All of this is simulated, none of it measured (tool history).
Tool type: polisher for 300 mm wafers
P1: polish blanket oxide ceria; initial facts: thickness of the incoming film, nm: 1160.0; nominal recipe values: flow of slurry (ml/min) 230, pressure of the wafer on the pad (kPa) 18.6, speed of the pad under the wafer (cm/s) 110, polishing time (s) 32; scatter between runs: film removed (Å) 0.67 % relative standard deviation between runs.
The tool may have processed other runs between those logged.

run   hour  flow of slurry (ml/min)  pressure of the wafer on the pad (kPa)  speed of the pad under the wafer (cm/s)  polishing time (s)  film removed (Å)
  1   13.0                      230                                    18.6                                      110                  32           1635.00
  2   20.0                      230                                    18.6                                      168                  32           2498.20
  3   26.8                      230                                     9.7                                      110                  32            850.64
  4   40.4                      140                                    18.6                                      168                  32           2321.10
  5   50.4                      230                                    18.6                                       50                  32            741.45
  6   63.4                      230                                    18.6                                      110                  32           1626.40
  7   73.8                      330                                    18.6                                      110                  32           1704.40
  8   83.8                      165                                    24.8                                      110                  32           2068.40
  9   96.8                      230                                    28.3                                      110                  32           2457.80
 10  106.4                      140                                    18.6                                      110                  32           1512.00
 11  114.5                      165                                    18.6                                      156                  32           2212.00
     124.1  -- slurry nozzle cleaned
 12  127.0                      230                                    18.6                                      110                  32           1643.10
 13  138.2                      230                                    18.6                                      110                  32           1627.60
 14  150.6                      230                                    18.6                                      110                  17            871.22
     151.1  -- worn pad replaced by a new one
 15  162.1                      230                                    18.6                                      110                  32           1635.80
 16  172.5                      230                                    18.6                                      110                  49           2496.90
 17  182.2                      230                                    18.6                                      110                  32           1623.70
 18  194.6                      230                                    18.6                                      110                  32           1621.80
 19  202.7                      230                                    18.6                                      110                  32           1615.10
 20  214.3                      230                                    18.6                                      110                  32           1592.60
 21  227.8                      230                                    18.6                                      110                  32           1585.70
 22  234.9                      230                                    18.6                                      110                  32           1566.70
 23  246.7                      230                                    18.6                                      110                  32           1540.60
 24  260.1                      230                                    18.6                                      110                  32           1545.30
     262.1  -- worn pad replaced by a new one
 25  271.6                      230                                    18.6                                      110                  32           1530.60
 26  282.1                      230                                    18.6                                      110                  32           1530.80
 27  291.4                      230                                    18.6                                      110                  32           1524.60
 28  305.3                      230                                    18.6                                      110                  32           1527.20

P1 has crept away from where it was. The log is fitted equally well by each of these 2 causes, at the sizes shown:
A: head's pressure below its setpoint, % = 6.58
B: slurry flow missing at the pad, % = 37.3
Onset of the creep was near hour 202.7.
Why every other cause is out:
removal rate lost through wear of the pad, %: work on it at hour 262.1, done after the drift set in, did not restore what the process gave before

You are offered 4 check runs, listed below with question marks in place of their results; each one averages 2 wafers. Which run separates the listed causes by giving clearly different results for each?
check 1  319.2                      230                                     9.7                                      148                  32                 ?
check 2  319.2                      230                                    18.6                                       60                  49                 ?
check 3  319.2                      140                                    26.9                                      110                  32                 ?
check 4  319.2                      230                                    25.5                                      110                  32                 ?

Check results expected under each cause:
  check            result     if A     if B
check 1  film removed (Å)  1065.20  1065.30
check 2  film removed (Å)  1275.20  1275.30
check 3  film removed (Å)  2049.40  1971.20
check 4  film removed (Å)  2092.30  2092.50
Gap, in per cent, between the two causes that each check separates least, read from the result that separates them most: check 1 0.01 %; check 2 0.01 %; check 3 3.89 %; check 4 0.01 %
Only check 3 tells the causes apart: in the others they would give nearly the same result.

The results of check 3 are: film removed (Å) 1973.50. Based on these, which of the listed causes is it?

It is B: slurry flow missing at the pad, %.

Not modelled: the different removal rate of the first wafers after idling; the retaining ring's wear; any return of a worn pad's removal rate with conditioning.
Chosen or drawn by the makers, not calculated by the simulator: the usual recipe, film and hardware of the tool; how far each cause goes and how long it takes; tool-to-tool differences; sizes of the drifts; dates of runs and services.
